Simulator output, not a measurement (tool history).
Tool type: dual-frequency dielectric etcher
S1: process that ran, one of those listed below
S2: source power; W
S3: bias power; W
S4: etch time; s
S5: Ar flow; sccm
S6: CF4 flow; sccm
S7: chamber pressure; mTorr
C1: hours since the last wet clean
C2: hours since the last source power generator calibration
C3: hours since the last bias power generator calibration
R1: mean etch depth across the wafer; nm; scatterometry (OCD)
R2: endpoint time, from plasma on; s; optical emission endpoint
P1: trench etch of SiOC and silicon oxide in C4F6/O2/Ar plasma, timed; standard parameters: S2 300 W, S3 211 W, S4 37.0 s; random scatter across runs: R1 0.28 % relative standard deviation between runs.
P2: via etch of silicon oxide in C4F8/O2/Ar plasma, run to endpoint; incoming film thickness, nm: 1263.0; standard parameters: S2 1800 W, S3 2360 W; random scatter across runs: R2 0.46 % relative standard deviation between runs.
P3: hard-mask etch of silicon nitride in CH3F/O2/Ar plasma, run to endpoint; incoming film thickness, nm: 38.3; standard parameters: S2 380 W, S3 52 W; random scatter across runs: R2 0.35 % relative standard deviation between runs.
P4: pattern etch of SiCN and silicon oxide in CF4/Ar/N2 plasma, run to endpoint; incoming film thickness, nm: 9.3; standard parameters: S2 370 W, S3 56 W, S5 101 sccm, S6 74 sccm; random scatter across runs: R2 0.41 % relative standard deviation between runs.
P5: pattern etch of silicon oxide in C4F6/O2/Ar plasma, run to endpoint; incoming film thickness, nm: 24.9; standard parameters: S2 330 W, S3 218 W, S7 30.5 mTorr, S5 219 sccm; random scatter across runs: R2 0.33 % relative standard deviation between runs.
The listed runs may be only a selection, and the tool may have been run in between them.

{"run": 1, "hour": 4.7, "S1": "P1", "S2": 300, "S3": 211, "S4": 37.0, "C1": 268.6, "C2": 1150.6, "C3": 329.4, "R1": 67.877}
{"run": 2, "hour": 12.6, "S1": "P1", "S2": 240, "S3": 211, "S4": 52.0, "C1": 276.5, "C2": 1158.5, "C3": 337.3, "R1": 87.68}
{"run": 3, "hour": 18.2, "S1": "P2", "S2": 2370, "S3": 2360, "C1": 282.1, "C2": 1164.1, "C3": 342.9, "R2": 230.11}
{"run": 4, "hour": 22.7, "S1": "P4", "S2": 370, "S3": 56, "S5": 67, "S6": 74, "C1": 286.6, "C2": 1168.6, "C3": 347.4, "R2": 12.558}
{"run": 5, "hour": 27.3, "S1": "P1", "S2": 300, "S3": 211, "S4": 50.0, "C1": 291.2, "C2": 1173.2, "C3": 352.0, "R1": 92.367}
{"run": 6, "hour": 30.9, "S1": "P2", "S2": 1800, "S3": 2360, "C1": 294.8, "C2": 1176.8, "C3": 355.6, "R2": 257.57}
{"run": 7, "hour": 39.0, "S1": "P1", "S2": 300, "S3": 211, "S4": 37.0, "C1": 302.9, "C2": 1184.9, "C3": 363.7, "R1": 68.06}
{"run": 8, "hour": 44.9, "S1": "P1", "S2": 370, "S3": 211, "S4": 37.0, "C1": 308.8, "C2": 1190.8, "C3": 369.6, "R1": 73.867}
{"run": 9, "hour": 49.6, "S1": "P4", "S2": 370, "S3": 56, "S5": 101, "S6": 74, "C1": 313.5, "C2": 1195.5, "C3": 374.3, "R2": 13.447}
{"hour": 53.0, "done": "bias power generator calibrated"}
{"run": 10, "hour": 55.2, "S1": "P1", "S2": 300, "S3": 211, "S4": 37.0, "C1": 319.1, "C2": 1201.1, "C3": 2.2, "R1": 67.66}
{"run": 11, "hour": 59.2, "S1": "P3", "S2": 380, "S3": 73, "C1": 323.1, "C2": 1205.1, "C3": 6.2, "R2": 57.108}
{"run": 12, "hour": 65.0, "S1": "P3", "S2": 380, "S3": 52, "C1": 328.9, "C2": 1210.9, "C3": 12.0, "R2": 63.433}
{"run": 13, "hour": 72.8, "S1": "P1", "S2": 300, "S3": 211, "S4": 37.0, "C1": 336.7, "C2": 1218.7, "C3": 19.8, "R1": 67.712}
{"run": 14, "hour": 76.5, "S1": "P4", "S2": 370, "S3": 56, "S5": 101, "S6": 74, "C1": 340.4, "C2": 1222.4, "C3": 23.5, "R2": 13.371}
{"run": 15, "hour": 80.7, "S1": "P5", "S2": 330, "S3": 218, "S5": 130, "S7": 30.5, "C1": 344.6, "C2": 1226.6, "C3": 27.7, "R2": 7.1773}
{"run": 16, "hour": 87.5, "S1": "P4", "S2": 370, "S3": 56, "S5": 101, "S6": 57, "C1": 351.4, "C2": 1233.4, "C3": 34.5, "R2": 14.032}
{"run": 17, "hour": 95.0, "S1": "P3", "S2": 530, "S3": 52, "C1": 358.9, "C2": 1240.9, "C3": 42.0, "R2": 56.112}
{"run": 18, "hour": 99.7, "S1": "P2", "S2": 1800, "S3": 2360, "C1": 363.6, "C2": 1245.6, "C3": 46.7, "R2": 256.55}
{"run": 19, "hour": 103.2, "S1": "P1", "S2": 300, "S3": 211, "S4": 20.5, "C1": 367.1, "C2": 1249.1, "C3": 50.2, "R1": 37.748}
{"run": 20, "hour": 110.0, "S1": "P3", "S2": 380, "S3": 52, "C1": 373.9, "C2": 1255.9, "C3": 57.0, "R2": 63.912}
{"hour": 110.8, "done": "source power generator calibrated"}
{"run": 21, "hour": 116.9, "S1": "P1", "S2": 300, "S3": 211, "S4": 37.0, "C1": 380.8, "C2": 6.1, "C3": 63.9, "R1": 67.617}
{"run": 22, "hour": 123.9, "S1": "P5", "S2": 330, "S3": 218, "S5": 219, "S7": 30.5, "C1": 387.8, "C2": 13.1, "C3": 70.9, "R2": 7.6008}
{"run": 23, "hour": 131.4, "S1": "P5", "S2": 210, "S3": 218, "S5": 219, "S7": 30.5, "C1": 395.3, "C2": 20.6, "C3": 78.4, "R2": 9.0793}
{"run": 24, "hour": 135.5, "S1": "P1", "S2": 300, "S3": 160, "S4": 37.0, "C1": 399.4, "C2": 24.7, "C3": 82.5, "R1": 61.989}
{"run": 25, "hour": 143.5, "S1": "P1", "S2": 350, "S3": 262, "S4": 37.0, "C1": 407.4, "C2": 32.7, "C3": 90.5, "R1": 77.851}
{"run": 26, "hour": 150.3, "S1": "P4", "S2": 240, "S3": 56, "S5": 101, "S6": 74, "C1": 414.2, "C2": 39.5, "C3": 97.3, "R2": 19.523}
{"run": 27, "hour": 157.5, "S1": "P5", "S2": 330, "S3": 164, "S5": 219, "S7": 30.5, "C1": 421.4, "C2": 46.7, "C3": 104.5, "R2": 8.2656}
{"run": 28, "hour": 164.8, "S1": "P4", "S2": 370, "S3": 73, "S5": 101, "S6": 74, "C1": 428.7, "C2": 54.0, "C3": 111.8, "R2": 12.276}
{"run": 29, "hour": 169.8, "S1": "P5", "S2": 330, "S3": 218, "S5": 219, "S7": 38.0, "C1": 433.7, "C2": 59.0, "C3": 116.8, "R2": 7.8441}
{"run": 30, "hour": 175.0, "S1": "P1", "S2": 300, "S3": 211, "S4": 37.0, "C1": 438.9, "C2": 64.2, "C3": 122.0, "R1": 68.195}
{"run": 31, "hour": 179.8, "S1": "P1", "S2": 410, "S3": 284, "S4": 37.0, "C1": 443.7, "C2": 69.0, "C3": 126.8, "R1": 84.502}
{"run": 32, "hour": 185.5, "S1": "P1", "S2": 300, "S3": 289, "S4": 37.0, "C1": 449.4, "C2": 74.7, "C3": 132.5, "R1": 75.387}
{"run": 33, "hour": 192.3, "S1": "P2", "S2": 1800, "S3": 1896, "C1": 456.2, "C2": 81.5, "C3": 139.3, "R2": 271.39}
{"run": 34, "hour": 196.2, "S1": "P1", "S2": 180, "S3": 211, "S4": 37.0, "C1": 460.1, "C2": 85.4, "C3": 143.2, "R1": 56.027}
{"run": 35, "hour": 199.8, "S1": "P1", "S2": 300, "S3": 211, "S4": 37.0, "C1": 463.7, "C2": 89.0, "C3": 146.8, "R1": 68.399}
{"run": 36, "hour": 204.7, "S1": "P1", "S2": 300, "S3": 211, "S4": 37.0, "C1": 468.6, "C2": 93.9, "C3": 151.7, "R1": 67.587}
{"run": 37, "hour": 211.0, "S1": "P1", "S2": 300, "S3": 211, "S4": 37.0, "C1": 474.9, "C2": 100.2, "C3": 158.0, "R1": 67.174}
{"run": 38, "hour": 215.6, "S1": "P1", "S2": 300, "S3": 211, "S4": 37.0, "C1": 479.5, "C2": 104.8, "C3": 162.6, "R1": 66.75}
{"hour": 216.8, "done": "wet clean of the chamber"}
{"run": 39, "hour": 222.2, "S1": "P1", "S2": 300, "S3": 211, "S4": 37.0, "C1": 5.5, "C2": 111.4, "C3": 169.2, "R1": 67.021}
{"run": 40, "hour": 227.6, "S1": "P1", "S2": 300, "S3": 211, "S4": 37.0, "C1": 10.9, "C2": 116.8, "C3": 174.6, "R1": 66.699}
{"run": 41, "hour": 233.2, "S1": "P1", "S2": 300, "S3": 211, "S4": 37.0, "C1": 16.5, "C2": 122.4, "C3": 180.2, "R1": 66.819}

P1 no longer gives what it gave before; its output has crept away from where it was. The following 2 causes, each at its listed size, fit the log equally well:
A: source power that arrives under what is set, % = 4.13
B: bias power that arrives under what is set, % = 4.75
The drift started at roughly hour 199.8.
Other possible causes, and why each is ruled out:
chamber walls in a state that lowers the etch rate, %: serviced at hour 216.8, after the drift had started, without restoring the earlier output

Which of the check runs below tells the causes apart, meaning the causes would give it clearly different results? Each run uses 2 wafers whose results are averaged, and each result is shown as a question mark.
{"run": "check 1", "hour": 238.8, "S1": "P4", "S2": 240, "S3": 56, "S5": 76, "S6": 74, "R2": "?"}
{"run": "check 2", "hour": 238.8, "S1": "P5", "S2": 250, "S3": 218, "S5": 138, "S7": 30.5, "R2": "?"}
{"run": "check 3", "hour": 238.8, "S1": "P3", "S2": 510, "S3": 63, "R2": "?"}
{"run": "check 4", "hour": 238.8, "S1": "P2", "S2": 2350, "S3": 2360, "R2": "?"}

If the cause were each of the candidates in turn, the checks would give the following:
check=check_1 result=R2 if_A=19.5310 if_B=19.1060
check=check_2 result=R2 if_A=8.1618 if_B=8.1647
check=check_3 result=R2 if_A=54.4220 if_B=54.3950
check=check_4 result=R2 if_A=234.0300 if_B=233.4300
Distance between the nearest two causes, measured in the result of the check that separates them most: check 1 2.2 %; check 2 0.04 %; check 3 0.05 %; check 4 0.26 %
The causes can be told apart only by check 1. The other checks would give nearly the same results under each of them.

With check 1 done, the readings were: R2 19.4860 s. Identify which of the listed causes applies.

A is the cause: source power that arrives under what is set, %.

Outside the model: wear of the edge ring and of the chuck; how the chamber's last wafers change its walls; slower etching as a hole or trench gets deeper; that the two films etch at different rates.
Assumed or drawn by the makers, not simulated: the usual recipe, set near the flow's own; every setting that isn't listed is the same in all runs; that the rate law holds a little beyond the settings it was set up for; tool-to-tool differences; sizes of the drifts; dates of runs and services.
